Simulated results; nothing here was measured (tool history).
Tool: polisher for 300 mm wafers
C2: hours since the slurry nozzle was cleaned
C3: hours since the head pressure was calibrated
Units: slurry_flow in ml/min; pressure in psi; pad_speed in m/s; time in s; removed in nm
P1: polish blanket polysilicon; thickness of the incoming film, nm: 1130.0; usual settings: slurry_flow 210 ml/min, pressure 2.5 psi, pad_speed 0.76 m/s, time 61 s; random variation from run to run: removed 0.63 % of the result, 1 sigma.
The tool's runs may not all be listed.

Run 1, day 0.154: slurry_flow 210 ml/min, pressure 2.5 psi, pad_speed 0.76 m/s, time 61 s; wafers polished on this pad 855; C2 395.0; C3 236.2. Result: removed 330.33 nm.
Run 2, day 0.317: slurry_flow 210 ml/min, pressure 2.5 psi, pad_speed 1.04 m/s, time 61 s; wafers polished on this pad 890; C2 398.9; C3 240.1. Result: removed 452.65 nm.
Run 3, day 0.454: slurry_flow 210 ml/min, pressure 2.5 psi, pad_speed 0.76 m/s, time 61 s; wafers polished on this pad 919; C2 402.2; C3 243.4. Result: removed 329.98 nm.
Run 4, day 0.533: slurry_flow 210 ml/min, pressure 2.5 psi, pad_speed 0.76 m/s, time 61 s; wafers polished on this pad 936; C2 404.1; C3 245.3. Result: removed 332.26 nm.
Run 5, day 0.683: slurry_flow 210 ml/min, pressure 1.1 psi, pad_speed 0.76 m/s, time 61 s; wafers polished on this pad 969; C2 407.7; C3 248.9. Result: removed 144.52 nm.
Run 6, day 0.812: slurry_flow 210 ml/min, pressure 2.5 psi, pad_speed 0.76 m/s, time 30 s; wafers polished on this pad 996; C2 410.8; C3 252.0. Result: removed 162.56 nm.
Run 7, day 0.892: slurry_flow 210 ml/min, pressure 3.9 psi, pad_speed 0.76 m/s, time 61 s; wafers polished on this pad 1013; C2 412.7; C3 253.9. Result: removed 518.28 nm.
Run 8, day 1.033: slurry_flow 210 ml/min, pressure 2.5 psi, pad_speed 0.76 m/s, time 61 s; wafers polished on this pad 1044; C2 416.1; C3 257.3. Result: removed 331.76 nm.
Run 9, day 1.117: slurry_flow 210 ml/min, pressure 2.5 psi, pad_speed 0.76 m/s, time 61 s; wafers polished on this pad 1062; C2 418.1; C3 259.3. Result: removed 328.33 nm.
Run 10, day 1.212: slurry_flow 210 ml/min, pressure 2.5 psi, pad_speed 0.36 m/s, time 61 s; wafers polished on this pad 1082; C2 420.4; C3 261.6. Result: removed 155.03 nm.
Run 11, day 1.308: slurry_flow 210 ml/min, pressure 2.5 psi, pad_speed 0.76 m/s, time 85 s; wafers polished on this pad 1103; C2 422.7; C3 263.9. Result: removed 459.53 nm.
Run 12, day 1.454: slurry_flow 260 ml/min, pressure 2.5 psi, pad_speed 0.54 m/s, time 61 s; wafers polished on this pad 1134; C2 426.2; C3 267.4. Result: removed 239.79 nm.
Run 13, day 1.562: slurry_flow 285 ml/min, pressure 3.6 psi, pad_speed 0.76 m/s, time 61 s; wafers polished on this pad 1158; C2 428.8; C3 270.0. Result: removed 490.87 nm.
At day 1.617: worn pad replaced by a new one.
Run 14, day 1.654: slurry_flow 210 ml/min, pressure 2.5 psi, pad_speed 0.76 m/s, time 61 s; wafers polished on this pad 8; C2 431.0; C3 272.2. Result: removed 331.53 nm.
Run 15, day 1.825: slurry_flow 315 ml/min, pressure 2.5 psi, pad_speed 0.76 m/s, time 61 s; wafers polished on this pad 45; C2 435.1; C3 276.3. Result: removed 341.70 nm.
Run 16, day 1.962: slurry_flow 125 ml/min, pressure 2.5 psi, pad_speed 0.76 m/s, time 61 s; wafers polished on this pad 75; C2 438.4; C3 279.6. Result: removed 304.71 nm.
Run 17, day 2.075: slurry_flow 210 ml/min, pressure 2.5 psi, pad_speed 0.76 m/s, time 61 s; wafers polished on this pad 99; C2 441.1; C3 282.3. Result: removed 332.44 nm.
Run 18, day 2.204: slurry_flow 210 ml/min, pressure 2.5 psi, pad_speed 0.76 m/s, time 61 s; wafers polished on this pad 127; C2 444.2; C3 285.4. Result: removed 334.22 nm.
Run 19, day 2.375: slurry_flow 210 ml/min, pressure 2.5 psi, pad_speed 0.76 m/s, time 61 s; wafers polished on this pad 163; C2 448.3; C3 289.5. Result: removed 320.09 nm.
Run 20, day 2.512: slurry_flow 210 ml/min, pressure 2.5 psi, pad_speed 0.76 m/s, time 61 s; wafers polished on this pad 193; C2 451.6; C3 292.8. Result: removed 317.85 nm.
At day 2.596: worn pad replaced by a new one.
Run 21, day 2.604: slurry_flow 210 ml/min, pressure 2.5 psi, pad_speed 0.76 m/s, time 61 s; wafers polished on this pad 2; C2 453.8; C3 295.0. Result: removed 318.58 nm.
Run 22, day 2.733: slurry_flow 210 ml/min, pressure 2.5 psi, pad_speed 0.76 m/s, time 61 s; wafers polished on this pad 29; C2 456.9; C3 298.1. Result: removed 315.96 nm.
Run 23, day 2.833: slurry_flow 210 ml/min, pressure 2.5 psi, pad_speed 0.76 m/s, time 61 s; wafers polished on this pad 51; C2 459.3; C3 300.5. Result: removed 314.55 nm.
Run 24, day 2.975: slurry_flow 210 ml/min, pressure 2.5 psi, pad_speed 0.76 m/s, time 61 s; wafers polished on this pad 81; C2 462.7; C3 303.9. Result: removed 316.59 nm.
Run 25, day 3.071: slurry_flow 210 ml/min, pressure 2.5 psi, pad_speed 0.76 m/s, time 61 s; wafers polished on this pad 102; C2 465.0; C3 306.2. Result: removed 312.95 nm.

What P1 gives has crept away from where it was. These 2 causes fit the log equally well, each at the size given:
A: slurry flow missing at the pad, % = 27.6
B: head's pressure below its setpoint, % = 4.68
The creep began at about day 2.204.
Why every other cause is out:
removal rate lost through wear of the pad, %: serviced at day 2.596, which brought nothing back

4 check runs are offered, each on 5 wafers whose results are averaged, their results left as question marks. Which one tells the causes apart?
Run check 1, day 3.167: slurry_flow 140 ml/min, pressure 2.5 psi, pad_speed 0.76 m/s, time 39 s. Result: removed ?.
Run check 2, day 3.167: slurry_flow 210 ml/min, pressure 2.5 psi, pad_speed 0.42 m/s, time 84 s. Result: removed ?.
Run check 3, day 3.167: slurry_flow 210 ml/min, pressure 3.9 psi, pad_speed 0.76 m/s, time 61 s. Result: removed ?.
Run check 4, day 3.167: slurry_flow 210 ml/min, pressure 1.2 psi, pad_speed 0.92 m/s, time 61 s. Result: removed ?.

What each check would give under each cause:
  check   result    if A    if B
check 1  removed  185.19  189.25
check 2  removed  239.84  239.85
check 3  removed  491.65  491.68
check 4  removed  183.12  183.14
How far apart the two closest causes lie, in the result that separates them most: check 1 2.17 %; check 2 0.01 %; check 3 0.01 %; check 4 0.01 %
Only check 1 tells the causes apart: in the others they would give nearly the same result.

Then check 1 was run and gave: removed 189.40 nm. Which cause is it?

It is B: head's pressure below its setpoint, %.
